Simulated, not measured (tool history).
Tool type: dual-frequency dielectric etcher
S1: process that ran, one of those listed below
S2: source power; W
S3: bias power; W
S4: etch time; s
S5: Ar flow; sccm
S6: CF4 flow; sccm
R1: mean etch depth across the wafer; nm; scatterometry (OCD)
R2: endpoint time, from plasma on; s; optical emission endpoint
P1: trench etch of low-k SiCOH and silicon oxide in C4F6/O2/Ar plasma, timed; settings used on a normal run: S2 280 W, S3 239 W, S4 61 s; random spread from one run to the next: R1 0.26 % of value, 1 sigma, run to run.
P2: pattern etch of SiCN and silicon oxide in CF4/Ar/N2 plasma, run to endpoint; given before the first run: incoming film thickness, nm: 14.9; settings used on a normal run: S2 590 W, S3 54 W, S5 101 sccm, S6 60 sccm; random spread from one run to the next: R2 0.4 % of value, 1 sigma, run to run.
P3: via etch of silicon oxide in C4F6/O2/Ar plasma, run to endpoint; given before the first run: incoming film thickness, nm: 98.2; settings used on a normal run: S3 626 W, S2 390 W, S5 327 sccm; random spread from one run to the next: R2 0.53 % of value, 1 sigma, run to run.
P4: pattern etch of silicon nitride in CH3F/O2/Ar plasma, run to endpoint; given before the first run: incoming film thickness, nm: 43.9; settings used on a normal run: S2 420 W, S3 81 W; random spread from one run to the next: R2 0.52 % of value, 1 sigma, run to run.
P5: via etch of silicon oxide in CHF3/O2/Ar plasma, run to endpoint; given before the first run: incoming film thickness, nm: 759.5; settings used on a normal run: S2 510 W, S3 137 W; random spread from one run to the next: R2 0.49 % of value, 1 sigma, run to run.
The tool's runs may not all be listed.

Run 1, hour 7.1: S1 P1, S2 280 W, S3 239 W, S4 61 s. Result: R1 194.15 nm.
Run 2, hour 14.8: S1 P5, S2 510 W, S3 191 W. Result: R2 400.94 s.
Run 3, hour 23: S1 P1, S2 280 W, S3 293 W, S4 61 s. Result: R1 209.37 nm.
Run 4, hour 31.8: S1 P1, S2 200 W, S3 239 W, S4 61 s. Result: R1 170.61 nm.
Run 5, hour 36.6: S1 P3, S2 390 W, S3 885 W, S5 327 sccm. Result: R2 17.904 s.
Run 6, hour 42.5: S1 P4, S2 420 W, S3 81 W. Result: R2 60.524 s.
Run 7, hour 49.5: S1 P1, S2 380 W, S3 239 W, S4 61 s. Result: R1 218.39 nm.
Run 8, hour 57.1: S1 P1, S2 280 W, S3 239 W, S4 78.5 s. Result: R1 250.54 nm.
Run 9, hour 66.1: S1 P5, S2 510 W, S3 137 W. Result: R2 446.61 s.
Run 10, hour 72.3: S1 P3, S2 390 W, S3 626 W, S5 327 sccm. Result: R2 20.68 s.
Run 11, hour 79.8: S1 P1, S2 280 W, S3 239 W, S4 61 s. Result: R1 194.19 nm.
Run 12, hour 86.1: S1 P2, S2 590 W, S3 54 W, S5 101 sccm, S6 60 sccm. Result: R2 15.09 s.
Run 13, hour 95.5: S1 P1, S2 190 W, S3 318 W, S4 61 s. Result: R1 186.02 nm.
Run 14, hour 101.8: S1 P2, S2 590 W, S3 54 W, S5 78 sccm, S6 60 sccm. Result: R2 14.289 s.
Run 15, hour 106.3: S1 P2, S2 750 W, S3 54 W, S5 101 sccm, S6 60 sccm. Result: R2 12.291 s.
Run 16, hour 110.8: S1 P1, S2 280 W, S3 239 W, S4 33.5 s. Result: R1 106.61 nm.
Run 17, hour 117.5: S1 P3, S2 280 W, S3 626 W, S5 327 sccm. Result: R2 23.117 s.
Run 18, hour 126.4: S1 P4, S2 420 W, S3 81 W. Result: R2 60.517 s.
Run 19, hour 135.9: S1 P1, S2 280 W, S3 145 W, S4 61 s. Result: R1 165.61 nm.
Run 20, hour 145.1: S1 P1, S2 280 W, S3 239 W, S4 61 s. Result: R1 194.03 nm.
Run 21, hour 150.2: S1 P3, S2 390 W, S3 626 W, S5 461 sccm. Result: R2 21.286 s.
Run 22, hour 157.4: S1 P1, S2 350 W, S3 239 W, S4 79.5 s. Result: R1 275.02 nm.
Run 23, hour 165: S1 P4, S2 420 W, S3 57 W. Result: R2 67.722 s.

The next listed run, before its measurement:
Run 24, hour 173.7: S1 P4, S2 260 W, S3 81 W. Result: R2 ?.

{"run 24": {"R2": 72.522}}
